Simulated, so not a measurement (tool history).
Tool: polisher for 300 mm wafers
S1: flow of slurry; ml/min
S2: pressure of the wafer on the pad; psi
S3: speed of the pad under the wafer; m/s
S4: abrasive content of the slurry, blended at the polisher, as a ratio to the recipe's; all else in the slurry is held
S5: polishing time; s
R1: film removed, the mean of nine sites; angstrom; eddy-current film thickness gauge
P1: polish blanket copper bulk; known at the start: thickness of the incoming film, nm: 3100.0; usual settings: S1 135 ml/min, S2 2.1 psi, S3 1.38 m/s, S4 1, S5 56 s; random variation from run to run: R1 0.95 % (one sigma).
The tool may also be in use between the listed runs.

run    day   S1   S2    S3   S4  S5      R1
  1  0.225  135  2.1  1.38    1  56  5414.8
  2  0.521  135  2.1  1.38  0.7  56  5001.5
  3  0.708  135  2.1  1.38    1  56  5471.3
  4  1.075  135  2.1  1.38    1  56  5505.4
  5  1.438  135  2.1  1.38    1  75  7374.5
  6  1.825   85  2.1  1.38    1  32  2811.4
  7  2.117  135  2.1  1.86    1  56  7256.7
  8  2.342  135  2.1  1.38    1  56  5478.4
  9  2.592  135  2.1  1.38    1  56  5490.3
     2.629  -- slurry nozzle cleaned
 10  2.942  135  1.1  1.38    1  56  2913.5
 11   3.25  135  2.9  1.38    1  56  7474.8
 12  3.533  175  2.1  1.38    1  56  5785.4
 13  3.754  135  2.1  1.38    1  26  2534.7
 14  4.033  135  2.1  0.62    1  56  2447.6
 15  4.354   80  2.1  1.38    1  56  4853.8
 16    4.7  135  2.1  1.38  1.5  56  6014.1
 17  5.025  135  2.1  1.38    1  56  5483.5
 18  5.412  135  2.1  1.38    1  56  5571.8
 19  5.588  135  2.1  1.38    1  56  5376.3
 20  5.912  135  2.1  1.38    1  56  5220.2
 21  6.312  135  2.1  1.38    1  56    5123

The next listed run, before its measurement:
     6.542  -- worn pad replaced by a new one
 22  6.588  135  2.1  1.38   1  56   ?

{"run 22": {"R1": 5111.6}}
